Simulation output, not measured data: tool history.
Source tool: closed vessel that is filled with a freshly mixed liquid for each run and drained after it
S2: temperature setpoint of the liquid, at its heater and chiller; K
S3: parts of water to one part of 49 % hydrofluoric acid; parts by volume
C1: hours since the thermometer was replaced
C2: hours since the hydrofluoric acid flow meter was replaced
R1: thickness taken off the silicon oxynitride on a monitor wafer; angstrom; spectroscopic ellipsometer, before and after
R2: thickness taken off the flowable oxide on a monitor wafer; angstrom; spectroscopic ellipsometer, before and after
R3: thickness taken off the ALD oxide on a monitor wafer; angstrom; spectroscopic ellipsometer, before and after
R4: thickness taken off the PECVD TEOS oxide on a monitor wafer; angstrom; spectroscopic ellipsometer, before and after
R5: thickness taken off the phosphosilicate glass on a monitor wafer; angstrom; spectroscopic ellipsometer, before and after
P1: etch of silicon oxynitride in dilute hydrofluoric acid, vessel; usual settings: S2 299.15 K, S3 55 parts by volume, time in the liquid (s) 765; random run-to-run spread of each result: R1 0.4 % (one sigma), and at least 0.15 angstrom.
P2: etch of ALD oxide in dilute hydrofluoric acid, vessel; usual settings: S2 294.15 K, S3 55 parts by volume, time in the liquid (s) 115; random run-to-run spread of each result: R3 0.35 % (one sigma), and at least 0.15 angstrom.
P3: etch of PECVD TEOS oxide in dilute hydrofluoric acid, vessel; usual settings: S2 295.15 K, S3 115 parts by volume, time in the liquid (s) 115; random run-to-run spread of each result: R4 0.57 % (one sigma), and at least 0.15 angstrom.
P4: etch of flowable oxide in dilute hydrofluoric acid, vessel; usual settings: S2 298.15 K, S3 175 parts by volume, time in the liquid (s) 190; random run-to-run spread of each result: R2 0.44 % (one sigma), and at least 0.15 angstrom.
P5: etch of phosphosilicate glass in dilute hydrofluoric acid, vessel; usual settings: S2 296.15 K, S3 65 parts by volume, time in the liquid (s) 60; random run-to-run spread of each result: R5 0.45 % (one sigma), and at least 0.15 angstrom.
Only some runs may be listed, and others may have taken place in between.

{"run": 1, "hour": 2.4, "process that ran": "P1", "S2": 299.15, "S3": 55, "time in the liquid (s)": 765, "C1": 475, "C2": 202.2, "R1": 293.82}
{"run": 2, "hour": 5.1, "process that ran": "P1", "S2": 304.65, "S3": 55, "time in the liquid (s)": 765, "C1": 477.7, "C2": 204.9, "R1": 380.25}
{"run": 3, "hour": 8.0, "process that ran": "P1", "S2": 291.65, "S3": 55, "time in the liquid (s)": 765, "C1": 480.6, "C2": 207.8, "R1": 203.64}
{"run": 4, "hour": 12.0, "process that ran": "P1", "S2": 299.15, "S3": 55, "time in the liquid (s)": 765, "C1": 484.6, "C2": 211.8, "R1": 294.8}
{"run": 5, "hour": 15.7, "process that ran": "P4", "S2": 298.15, "S3": 175, "time in the liquid (s)": 345, "C1": 488.3, "C2": 215.5, "R2": 775.16}
{"run": 6, "hour": 17.7, "process that ran": "P2", "S2": 294.15, "S3": 55, "time in the liquid (s)": 115, "C1": 490.3, "C2": 217.5, "R3": 283.1}
{"run": 7, "hour": 21.5, "process that ran": "P1", "S2": 299.15, "S3": 20, "time in the liquid (s)": 765, "C1": 494.1, "C2": 221.3, "R1": 831.55}
{"run": 8, "hour": 24.9, "process that ran": "P1", "S2": 299.15, "S3": 25, "time in the liquid (s)": 105, "C1": 497.5, "C2": 224.7, "R1": 91.19}
{"run": 9, "hour": 26.8, "process that ran": "P3", "S2": 295.15, "S3": 115, "time in the liquid (s)": 115, "C1": 499.4, "C2": 226.6, "R4": 120.09}
{"run": 10, "hour": 29.3, "process that ran": "P4", "S2": 306.65, "S3": 175, "time in the liquid (s)": 190, "C1": 501.9, "C2": 229.1, "R2": 581.34}
{"run": 11, "hour": 32.1, "process that ran": "P2", "S2": 294.15, "S3": 20, "time in the liquid (s)": 115, "C1": 504.7, "C2": 231.9, "R3": 812.35}
{"run": 12, "hour": 34.7, "process that ran": "P3", "S2": 290.15, "S3": 115, "time in the liquid (s)": 115, "C1": 507.3, "C2": 234.5, "R4": 98.058}
{"run": 13, "hour": 37.5, "process that ran": "P2", "S2": 294.15, "S3": 55, "time in the liquid (s)": 205, "C1": 510.1, "C2": 237.3, "R3": 503.92}
{"run": 14, "hour": 41.6, "process that ran": "P1", "S2": 299.15, "S3": 55, "time in the liquid (s)": 1135, "C1": 514.2, "C2": 241.4, "R1": 438.67}
{"hour": 43.5, "done": "thermometer replaced"}
{"run": 15, "hour": 45.2, "process that ran": "P3", "S2": 295.15, "S3": 35, "time in the liquid (s)": 115, "C1": 1.8, "C2": 245, "R4": 436.02}
{"run": 16, "hour": 49.3, "process that ran": "P5", "S2": 296.15, "S3": 25, "time in the liquid (s)": 60, "C1": 5.9, "C2": 249.1, "R5": 2177}
{"run": 17, "hour": 53.0, "process that ran": "P1", "S2": 299.15, "S3": 55, "time in the liquid (s)": 765, "C1": 9.6, "C2": 252.8, "R1": 293.63}
{"run": 18, "hour": 56.1, "process that ran": "P3", "S2": 295.15, "S3": 115, "time in the liquid (s)": 200, "C1": 12.7, "C2": 255.9, "R4": 207.96}
{"run": 19, "hour": 58.9, "process that ran": "P2", "S2": 290.15, "S3": 55, "time in the liquid (s)": 115, "C1": 15.5, "C2": 258.7, "R3": 237.17}
{"run": 20, "hour": 61.8, "process that ran": "P4", "S2": 298.15, "S3": 250, "time in the liquid (s)": 190, "C1": 18.4, "C2": 261.6, "R2": 275.84}
{"run": 21, "hour": 65.3, "process that ran": "P2", "S2": 294.15, "S3": 55, "time in the liquid (s)": 115, "C1": 21.9, "C2": 265.1, "R3": 283.67}
{"run": 22, "hour": 68.3, "process that ran": "P4", "S2": 298.15, "S3": 175, "time in the liquid (s)": 190, "C1": 24.9, "C2": 268.1, "R2": 430.06}
{"run": 23, "hour": 71.1, "process that ran": "P4", "S2": 298.15, "S3": 175, "time in the liquid (s)": 190, "C1": 27.7, "C2": 270.9, "R2": 429.19}
{"run": 24, "hour": 73.3, "process that ran": "P1", "S2": 299.15, "S3": 55, "time in the liquid (s)": 150, "C1": 29.9, "C2": 273.1, "R1": 57.545}
{"run": 25, "hour": 76.2, "process that ran": "P1", "S2": 299.15, "S3": 55, "time in the liquid (s)": 765, "C1": 32.8, "C2": 276, "R1": 295.32}
{"run": 26, "hour": 78.9, "process that ran": "P1", "S2": 299.15, "S3": 95, "time in the liquid (s)": 765, "C1": 35.5, "C2": 278.7, "R1": 163.56}
{"run": 27, "hour": 80.8, "process that ran": "P5", "S2": 296.15, "S3": 65, "time in the liquid (s)": 60, "C1": 37.4, "C2": 280.6, "R5": 793.07}
{"run": 28, "hour": 84.5, "process that ran": "P5", "S2": 290.15, "S3": 65, "time in the liquid (s)": 60, "C1": 41.1, "C2": 284.3, "R5": 614.24}
{"run": 29, "hour": 86.8, "process that ran": "P5", "S2": 296.15, "S3": 65, "time in the liquid (s)": 110, "C1": 43.4, "C2": 286.6, "R5": 1454.1}
{"run": 30, "hour": 89.6, "process that ran": "P1", "S2": 299.15, "S3": 55, "time in the liquid (s)": 765, "C1": 46.2, "C2": 289.4, "R1": 293}
{"run": 31, "hour": 93.0, "process that ran": "P1", "S2": 299.15, "S3": 55, "time in the liquid (s)": 765, "C1": 49.6, "C2": 292.8, "R1": 284.63}
{"run": 32, "hour": 96.8, "process that ran": "P1", "S2": 299.15, "S3": 55, "time in the liquid (s)": 765, "C1": 53.4, "C2": 296.6, "R1": 278.52}
{"run": 33, "hour": 99.3, "process that ran": "P1", "S2": 299.15, "S3": 55, "time in the liquid (s)": 765, "C1": 55.9, "C2": 299.1, "R1": 275.35}
{"run": 34, "hour": 101.7, "process that ran": "P1", "S2": 299.15, "S3": 55, "time in the liquid (s)": 765, "C1": 58.3, "C2": 301.5, "R1": 275.01}
{"run": 35, "hour": 103.6, "process that ran": "P1", "S2": 299.15, "S3": 55, "time in the liquid (s)": 765, "C1": 60.2, "C2": 303.4, "R1": 272.15}
{"run": 36, "hour": 106.6, "process that ran": "P1", "S2": 299.15, "S3": 55, "time in the liquid (s)": 765, "C1": 63.2, "C2": 306.4, "R1": 271.84}
{"run": 37, "hour": 108.9, "process that ran": "P1", "S2": 299.15, "S3": 55, "time in the liquid (s)": 765, "C1": 65.5, "C2": 308.7, "R1": 272.56}
{"run": 38, "hour": 111.4, "process that ran": "P1", "S2": 299.15, "S3": 55, "time in the liquid (s)": 765, "C1": 68, "C2": 311.2, "R1": 270.91}
{"run": 39, "hour": 113.5, "process that ran": "P1", "S2": 299.15, "S3": 55, "time in the liquid (s)": 765, "C1": 70.1, "C2": 313.3, "R1": 270.99}
{"run": 40, "hour": 117.5, "process that ran": "P1", "S2": 299.15, "S3": 55, "time in the liquid (s)": 765, "C1": 74.1, "C2": 317.3, "R1": 271.89}

P1 no longer gives what it gave before; its output has crept away from where it was. The following 2 causes, each at its listed size, fit the log equally well:
A: liquid colder than its thermometer reads (K) = 1.74
B: hydrofluoric acid flow below the setpoint (%) = 7.65
Creep in the process output first set in at about hour 89.6.

Which of the 4 check runs listed below separates the causes, so that each cause would produce a clearly different result? Each run uses one wafer, and its results are marked with question marks.
{"run": "check 1", "hour": 121.5, "process that ran": "P5", "S2": 296.15, "S3": 30, "time in the liquid (s)": 100, "R5": "?"}
{"run": "check 2", "hour": 121.5, "process that ran": "P3", "S2": 291.15, "S3": 60, "time in the liquid (s)": 115, "R4": "?"}
{"run": "check 3", "hour": 121.5, "process that ran": "P4", "S2": 306.15, "S3": 175, "time in the liquid (s)": 190, "R2": "?"}
{"run": "check 4", "hour": 121.5, "process that ran": "P2", "S2": 294.15, "S3": 25, "time in the liquid (s)": 170, "R3": "?"}

Expected result of each check under each candidate cause:
check=check_1 result=R5 if_A=2783.9 if_B=2758.5
check=check_2 result=R4 if_A=192.75 if_B=190.82
check=check_3 result=R2 if_A=537.23 if_B=516.63
check=check_4 result=R3 if_A=886.07 if_B=879.99
Minimum pairwise separation of causes per check, each pair taken at its best-separating result: check 1 0.92 %; check 2 1.01 %; check 3 3.91 %; check 4 0.69 %
Check 3 is the one run that separates the causes; every other check would come out nearly the same whichever cause is at work.

Check 3 was carried out, with these results: R2 514.5 angstrom. Which of the listed causes is responsible?

B is the cause: hydrofluoric acid flow below the setpoint (%).
